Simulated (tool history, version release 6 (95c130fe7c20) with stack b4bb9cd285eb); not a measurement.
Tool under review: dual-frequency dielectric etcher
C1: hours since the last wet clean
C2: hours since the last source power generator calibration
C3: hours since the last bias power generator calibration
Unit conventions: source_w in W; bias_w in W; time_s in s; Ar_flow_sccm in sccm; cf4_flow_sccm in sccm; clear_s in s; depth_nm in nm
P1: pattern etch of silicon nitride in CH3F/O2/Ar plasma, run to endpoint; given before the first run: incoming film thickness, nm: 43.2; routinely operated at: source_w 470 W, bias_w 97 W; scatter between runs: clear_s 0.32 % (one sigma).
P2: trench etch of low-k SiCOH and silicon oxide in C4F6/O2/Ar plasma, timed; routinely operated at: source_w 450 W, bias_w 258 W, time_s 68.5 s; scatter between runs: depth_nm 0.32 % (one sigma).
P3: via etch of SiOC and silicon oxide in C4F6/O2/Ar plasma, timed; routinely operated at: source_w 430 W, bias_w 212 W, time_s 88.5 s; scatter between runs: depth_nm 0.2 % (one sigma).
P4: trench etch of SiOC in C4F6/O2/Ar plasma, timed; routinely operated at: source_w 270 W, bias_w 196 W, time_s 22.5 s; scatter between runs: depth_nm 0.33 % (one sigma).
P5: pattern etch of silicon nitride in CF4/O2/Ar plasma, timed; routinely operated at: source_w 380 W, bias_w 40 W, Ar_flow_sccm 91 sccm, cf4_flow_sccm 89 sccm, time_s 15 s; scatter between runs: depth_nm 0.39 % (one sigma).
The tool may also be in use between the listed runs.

Run 1, hour 14.6: process P1, source_w 470 W, bias_w 97 W; C1 217; C2 1034.1; C3 2561.3. Result: clear_s 53.577 s.
Run 2, hour 23: process P4, source_w 170 W, bias_w 196 W, time_s 22.5 s; C1 225.4; C2 1042.5; C3 2569.7. Result: depth_nm 34.608 nm.
Run 3, hour 34.2: process P2, source_w 450 W, bias_w 258 W, time_s 68.5 s; C1 236.6; C2 1053.7; C3 2580.9. Result: depth_nm 257.99 nm.
Run 4, hour 41.3: process P3, source_w 590 W, bias_w 212 W, time_s 88.5 s; C1 243.7; C2 1060.8; C3 2588. Result: depth_nm 122.59 nm.
Run 5, hour 50.4: process P1, source_w 560 W, bias_w 97 W; C1 252.8; C2 1069.9; C3 2597.1. Result: clear_s 49.915 s.
Run 6, hour 62.5: process P5, source_w 380 W, bias_w 40 W, time_s 15 s, Ar_flow_sccm 91 sccm, cf4_flow_sccm 115 sccm; C1 264.9; C2 1082; C3 2609.2. Result: depth_nm 21.528 nm.
Run 7, hour 73: process P3, source_w 430 W, bias_w 269 W, time_s 88.5 s; C1 275.4; C2 1092.5; C3 2619.7. Result: depth_nm 117.89 nm.
Run 8, hour 87.9: process P5, source_w 380 W, bias_w 40 W, time_s 20.5 s, Ar_flow_sccm 91 sccm, cf4_flow_sccm 89 sccm; C1 290.3; C2 1107.4; C3 2634.6. Result: depth_nm 28.486 nm.
Run 9, hour 96.4: process P1, source_w 470 W, bias_w 61 W; C1 298.8; C2 1115.9; C3 2643.1. Result: clear_s 62.414 s.
Run 10, hour 103.9: process P1, source_w 470 W, bias_w 97 W; C1 306.3; C2 1123.4; C3 2650.6. Result: clear_s 53.546 s.
Run 11, hour 117.3: process P1, source_w 300 W, bias_w 134 W; C1 319.7; C2 1136.8; C3 2664. Result: clear_s 55.777 s.
Run 12, hour 124.4: process P2, source_w 540 W, bias_w 258 W, time_s 68.5 s; C1 326.8; C2 1143.9; C3 2671.1. Result: depth_nm 274.74 nm.
Run 13, hour 135.6: process P1, source_w 470 W, bias_w 97 W; C1 338; C2 1155.1; C3 2682.3. Result: clear_s 53.302 s.
Run 14, hour 148: process P1, source_w 650 W, bias_w 117 W; C1 350.4; C2 1167.5; C3 2694.7. Result: clear_s 44.065 s.
Run 15, hour 159.4: process P4, source_w 270 W, bias_w 196 W, time_s 22.5 s; C1 361.8; C2 1178.9; C3 2706.1. Result: depth_nm 41.128 nm.
Run 16, hour 169.2: process P1, source_w 470 W, bias_w 136 W; C1 371.6; C2 1188.7; C3 2715.9. Result: clear_s 47.178 s.
Run 17, hour 183.7: process P1, source_w 470 W, bias_w 97 W; C1 386.1; C2 1203.2; C3 2730.4. Result: clear_s 53.785 s.
Run 18, hour 197: process P5, source_w 380 W, bias_w 40 W, time_s 15 s, Ar_flow_sccm 117 sccm, cf4_flow_sccm 89 sccm; C1 399.4; C2 1216.5; C3 2743.7. Result: depth_nm 20.23 nm.
Run 19, hour 211.6: process P1, source_w 600 W, bias_w 62 W; C1 414; C2 1231.1; C3 2758.3. Result: clear_s 56.595 s.
Run 20, hour 225.6: process P5, source_w 380 W, bias_w 52 W, time_s 15 s, Ar_flow_sccm 91 sccm, cf4_flow_sccm 89 sccm; C1 428; C2 1245.1; C3 2772.3. Result: depth_nm 22.702 nm.
Run 21, hour 236.5: process P1, source_w 320 W, bias_w 97 W; C1 438.9; C2 1256; C3 2783.2. Result: clear_s 61.498 s.
At hour 247.7: bias power generator calibrated.
Run 22, hour 250.3: process P1, source_w 470 W, bias_w 97 W; C1 452.7; C2 1269.8; C3 2.6. Result: clear_s 53.212 s.
Run 23, hour 264.3: process P5, source_w 530 W, bias_w 40 W, time_s 15 s, Ar_flow_sccm 91 sccm, cf4_flow_sccm 89 sccm; C1 466.7; C2 1283.8; C3 16.6. Result: depth_nm 27.716 nm.
Run 24, hour 278.4: process P4, source_w 270 W, bias_w 116 W, time_s 22.5 s; C1 480.8; C2 1297.9; C3 30.7. Result: depth_nm 35.081 nm.
Run 25, hour 291.7: process P2, source_w 450 W, bias_w 258 W, time_s 88.5 s; C1 494.1; C2 1311.2; C3 44. Result: depth_nm 331.05 nm.
Run 26, hour 301.3: process P1, source_w 470 W, bias_w 97 W; C1 503.7; C2 1320.8; C3 53.6. Result: clear_s 53.502 s.
Run 27, hour 310.6: process P5, source_w 380 W, bias_w 40 W, time_s 15 s, Ar_flow_sccm 91 sccm, cf4_flow_sccm 89 sccm; C1 513; C2 1330.1; C3 62.9. Result: depth_nm 20.692 nm.
Run 28, hour 319.9: process P4, source_w 270 W, bias_w 196 W, time_s 14.5 s; C1 522.3; C2 1339.4; C3 72.2. Result: depth_nm 26.73 nm.
Run 29, hour 333.6: process P3, source_w 430 W, bias_w 212 W, time_s 49 s; C1 536; C2 1353.1; C3 85.9. Result: depth_nm 60.143 nm.
Run 30, hour 349.6: process P1, source_w 470 W, bias_w 97 W; C1 552; C2 1369.1; C3 101.9. Result: clear_s 53.303 s.
Run 31, hour 356.7: process P2, source_w 450 W, bias_w 358 W, time_s 68.5 s; C1 559.1; C2 1376.2; C3 109. Result: depth_nm 287.68 nm.
Run 32, hour 364.9: process P3, source_w 430 W, bias_w 212 W, time_s 88.5 s; C1 567.3; C2 1384.4; C3 117.2. Result: depth_nm 108.94 nm.
Run 33, hour 379.7: process P1, source_w 470 W, bias_w 97 W; C1 582.1; C2 1399.2; C3 132. Result: clear_s 53.165 s.
Run 34, hour 387.7: process P1, source_w 470 W, bias_w 97 W; C1 590.1; C2 1407.2; C3 140. Result: clear_s 53.554 s.
Run 35, hour 400.4: process P1, source_w 470 W, bias_w 97 W; C1 602.8; C2 1419.9; C3 152.7. Result: clear_s 54.037 s.
Run 36, hour 415: process P1, source_w 470 W, bias_w 97 W; C1 617.4; C2 1434.5; C3 167.3. Result: clear_s 54.109 s.
At hour 419.4: wet clean of the chamber.
Run 37, hour 424.5: process P1, source_w 470 W, bias_w 97 W; C1 5.1; C2 1444; C3 176.8. Result: clear_s 54.343 s.
Run 38, hour 431.5: process P1, source_w 470 W, bias_w 97 W; C1 12.1; C2 1451; C3 183.8. Result: clear_s 54.168 s.
Run 39, hour 445.3: process P1, source_w 470 W, bias_w 97 W; C1 25.9; C2 1464.8; C3 197.6. Result: clear_s 54.451 s.
Run 40, hour 460.9: process P1, source_w 470 W, bias_w 97 W; C1 41.5; C2 1480.4; C3 213.2. Result: clear_s 54.324 s.
Run 41, hour 473.1: process P1, source_w 470 W, bias_w 97 W; C1 53.7; C2 1492.6; C3 225.4. Result: clear_s 54.36 s.

The output of P1 has drifted from where it used to be. Each of the 2 causes below, taken at the size shown beside it, accounts for the log equally well:
A: bias power that arrives under what is set, % = 4.3
B: source power that arrives under what is set, % = 4.14
At approximately hour 379.7, the process output began to creep.
Ruled out, with reasons:
chamber walls in a state that lowers the etch rate, %: serviced at hour 419.4, after the change had begun; the process did not return to its earlier output

Of the 4 check runs below, each run on 2 wafers with the results averaged and each result still a question mark, which one would tell the listed causes apart?
Run check 1, hour 485.3: process P2, source_w 450 W, bias_w 258 W, time_s 68.5 s. Result: depth_nm ?.
Run check 2, hour 485.3: process P5, source_w 380 W, bias_w 40 W, time_s 15 s, Ar_flow_sccm 91 sccm, cf4_flow_sccm 89 sccm. Result: depth_nm ?.
Run check 3, hour 485.3: process P4, source_w 270 W, bias_w 196 W, time_s 22.5 s. Result: depth_nm ?.
Run check 4, hour 485.3: process P3, source_w 430 W, bias_w 212 W, time_s 88.5 s. Result: depth_nm ?.

What each check would give under each cause:
  check    result    if A    if B
check 1  depth_nm   252.9  252.55
check 2  depth_nm  20.487  20.062
check 3  depth_nm  40.632  40.562
check 4  depth_nm     107  106.81
Smallest distance between any two causes, each pair judged by its most separating result, in per cent: check 1 0.14 %; check 2 2.1 %; check 3 0.17 %; check 4 0.18 %
Of the check runs offered, only check 2 discriminates between the causes; the rest would read about the same regardless of which cause applies.

Then check 2 was run and gave: depth_nm 20.081 nm. Which cause is it?

It is B: source power that arrives under what is set, %.

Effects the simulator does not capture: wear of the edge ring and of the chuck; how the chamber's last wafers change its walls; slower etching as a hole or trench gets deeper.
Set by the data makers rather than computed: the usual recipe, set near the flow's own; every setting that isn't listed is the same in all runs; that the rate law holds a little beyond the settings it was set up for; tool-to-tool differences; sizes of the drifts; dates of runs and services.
